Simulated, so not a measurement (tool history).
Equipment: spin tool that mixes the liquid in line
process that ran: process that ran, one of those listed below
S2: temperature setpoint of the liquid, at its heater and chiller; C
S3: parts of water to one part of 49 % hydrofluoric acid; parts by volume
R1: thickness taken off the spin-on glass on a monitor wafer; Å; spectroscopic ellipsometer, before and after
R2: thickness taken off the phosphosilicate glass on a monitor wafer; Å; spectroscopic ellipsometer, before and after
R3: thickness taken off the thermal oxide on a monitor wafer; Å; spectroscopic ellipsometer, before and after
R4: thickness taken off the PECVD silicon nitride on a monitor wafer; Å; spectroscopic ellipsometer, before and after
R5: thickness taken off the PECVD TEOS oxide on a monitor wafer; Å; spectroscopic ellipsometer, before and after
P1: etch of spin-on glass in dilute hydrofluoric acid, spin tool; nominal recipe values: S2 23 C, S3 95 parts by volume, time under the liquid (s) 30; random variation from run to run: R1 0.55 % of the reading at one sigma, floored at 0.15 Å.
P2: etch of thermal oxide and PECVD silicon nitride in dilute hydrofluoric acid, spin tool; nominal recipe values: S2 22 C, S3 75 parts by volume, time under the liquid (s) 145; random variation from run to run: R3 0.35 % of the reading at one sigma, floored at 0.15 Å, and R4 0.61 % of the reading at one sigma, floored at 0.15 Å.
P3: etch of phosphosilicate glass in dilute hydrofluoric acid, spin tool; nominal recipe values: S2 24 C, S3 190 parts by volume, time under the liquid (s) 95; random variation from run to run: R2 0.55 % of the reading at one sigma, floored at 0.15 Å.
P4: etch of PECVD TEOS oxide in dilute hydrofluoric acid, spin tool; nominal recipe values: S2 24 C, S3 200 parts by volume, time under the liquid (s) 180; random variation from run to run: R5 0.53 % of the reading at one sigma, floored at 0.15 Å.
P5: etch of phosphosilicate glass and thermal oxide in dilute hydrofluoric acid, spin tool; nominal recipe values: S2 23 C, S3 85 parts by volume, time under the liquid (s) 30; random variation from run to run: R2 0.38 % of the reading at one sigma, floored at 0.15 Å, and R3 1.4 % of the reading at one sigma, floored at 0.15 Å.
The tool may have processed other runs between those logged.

Run 1, hour 10.4: process that ran P1, S2 23 C, S3 95 parts by volume, time under the liquid (s) 30. Result: R1 94.485 Å.
Run 2, hour 20.9: process that ran P3, S2 24 C, S3 190 parts by volume, time under the liquid (s) 95. Result: R2 504.7 Å.
Run 3, hour 32.4: process that ran P2, S2 22 C, S3 75 parts by volume, time under the liquid (s) 145. Result: R3 89.06 Å, R4 50.69 Å.
Run 4, hour 40.4: process that ran P1, S2 17.5 C, S3 95 parts by volume, time under the liquid (s) 15. Result: R1 37.37 Å.
Run 5, hour 51.6: process that ran P1, S2 23 C, S3 95 parts by volume, time under the liquid (s) 30. Result: R1 93.048 Å.
Run 6, hour 64.6: process that ran P5, S2 23 C, S3 85 parts by volume, time under the liquid (s) 55. Result: R2 613.07 Å, R3 30.907 Å.
Run 7, hour 75.2: process that ran P5, S2 23 C, S3 85 parts by volume, time under the liquid (s) 30. Result: R2 334.97 Å, R3 17.035 Å.
Run 8, hour 85.6: process that ran P2, S2 22 C, S3 75 parts by volume, time under the liquid (s) 280. Result: R3 172.24 Å, R4 99.026 Å.
Run 9, hour 97.8: process that ran P5, S2 23 C, S3 85 parts by volume, time under the liquid (s) 30. Result: R2 338.13 Å, R3 17.273 Å.
Run 10, hour 110.5: process that ran P3, S2 24 C, S3 190 parts by volume, time under the liquid (s) 15. Result: R2 79.578 Å.
Run 11, hour 119.5: process that ran P4, S2 24 C, S3 45 parts by volume, time under the liquid (s) 180. Result: R5 672.88 Å.
Run 12, hour 127.1: process that ran P2, S2 22 C, S3 140 parts by volume, time under the liquid (s) 145. Result: R3 44.18 Å, R4 27.259 Å.
Run 13, hour 142.3: process that ran P1, S2 23 C, S3 95 parts by volume, time under the liquid (s) 30. Result: R1 93.027 Å.
Run 14, hour 154.8: process that ran P4, S2 24 C, S3 200 parts by volume, time under the liquid (s) 315. Result: R5 220.76 Å.
Run 15, hour 168: process that ran P1, S2 23 C, S3 95 parts by volume, time under the liquid (s) 30. Result: R1 93.261 Å.
Run 16, hour 176.1: process that ran P1, S2 23 C, S3 95 parts by volume, time under the liquid (s) 15. Result: R1 47.111 Å.
Run 17, hour 185.3: process that ran P1, S2 23 C, S3 95 parts by volume, time under the liquid (s) 50. Result: R1 156.06 Å.
Run 18, hour 198.5: process that ran P1, S2 23 C, S3 95 parts by volume, time under the liquid (s) 30. Result: R1 94.442 Å.
Run 19, hour 210.5: process that ran P4, S2 24 C, S3 200 parts by volume, time under the liquid (s) 180. Result: R5 126.83 Å.
Run 20, hour 224.5: process that ran P4, S2 17 C, S3 200 parts by volume, time under the liquid (s) 180. Result: R5 96.585 Å.
Run 21, hour 236.4: process that ran P2, S2 17 C, S3 75 parts by volume, time under the liquid (s) 145. Result: R3 72.036 Å, R4 36.183 Å.
Run 22, hour 243.9: process that ran P1, S2 28.5 C, S3 95 parts by volume, time under the liquid (s) 30. Result: R1 116.04 Å.
Run 23, hour 252: process that ran P1, S2 23 C, S3 95 parts by volume, time under the liquid (s) 30. Result: R1 93.092 Å.
Run 24, hour 265.1: process that ran P3, S2 24 C, S3 190 parts by volume, time under the liquid (s) 95. Result: R2 503.01 Å.
Run 25, hour 277.6: process that ran P2, S2 22 C, S3 75 parts by volume, time under the liquid (s) 145. Result: R3 88.99 Å, R4 50.215 Å.
Run 26, hour 292.5: process that ran P5, S2 30 C, S3 85 parts by volume, time under the liquid (s) 30. Result: R2 444.15 Å, R3 21.845 Å.
Run 27, hour 304.5: process that ran P3, S2 24 C, S3 45 parts by volume, time under the liquid (s) 95. Result: R2 2516.7 Å.
Run 28, hour 314.8: process that ran P1, S2 27.5 C, S3 95 parts by volume, time under the liquid (s) 15. Result: R1 55.972 Å.
Run 29, hour 325.9: process that ran P1, S2 19 C, S3 95 parts by volume, time under the liquid (s) 30. Result: R1 78.606 Å.
Run 30, hour 336.6: process that ran P1, S2 23 C, S3 50 parts by volume, time under the liquid (s) 30. Result: R1 187.6 Å.
Run 31, hour 351.8: process that ran P5, S2 23 C, S3 145 parts by volume, time under the liquid (s) 30. Result: R2 182.58 Å, R3 9.3475 Å.
Run 32, hour 365.2: process that ran P1, S2 23 C, S3 95 parts by volume, time under the liquid (s) 30. Result: R1 93.2 Å.
Run 33, hour 373.4: process that ran P1, S2 23 C, S3 160 parts by volume, time under the liquid (s) 30. Result: R1 51.395 Å.
Run 34, hour 383.9: process that ran P3, S2 28.5 C, S3 190 parts by volume, time under the liquid (s) 95. Result: R2 592.27 Å.
Run 35, hour 395.8: process that ran P1, S2 23 C, S3 95 parts by volume, time under the liquid (s) 30. Result: R1 92.92 Å.
Run 36, hour 411.6: process that ran P1, S2 23 C, S3 95 parts by volume, time under the liquid (s) 30. Result: R1 96.462 Å.
Run 37, hour 426.4: process that ran P1, S2 23 C, S3 95 parts by volume, time under the liquid (s) 30. Result: R1 99.396 Å.
Run 38, hour 442.2: process that ran P1, S2 23 C, S3 95 parts by volume, time under the liquid (s) 30. Result: R1 100.03 Å.
Run 39, hour 452.3: process that ran P1, S2 23 C, S3 95 parts by volume, time under the liquid (s) 30. Result: R1 100.47 Å.
Run 40, hour 468.7: process that ran P1, S2 23 C, S3 95 parts by volume, time under the liquid (s) 30. Result: R1 101.38 Å.
Run 41, hour 478.1: process that ran P1, S2 23 C, S3 95 parts by volume, time under the liquid (s) 30. Result: R1 101.82 Å.
Run 42, hour 493.6: process that ran P1, S2 23 C, S3 95 parts by volume, time under the liquid (s) 30. Result: R1 102.54 Å.

What will run 43 give?
Run 43, hour 504.5: process that ran P1, S2 23 C, S3 95 parts by volume, time under the liquid (s) 30. Result: R1 ?.

R1: 102.59 Å
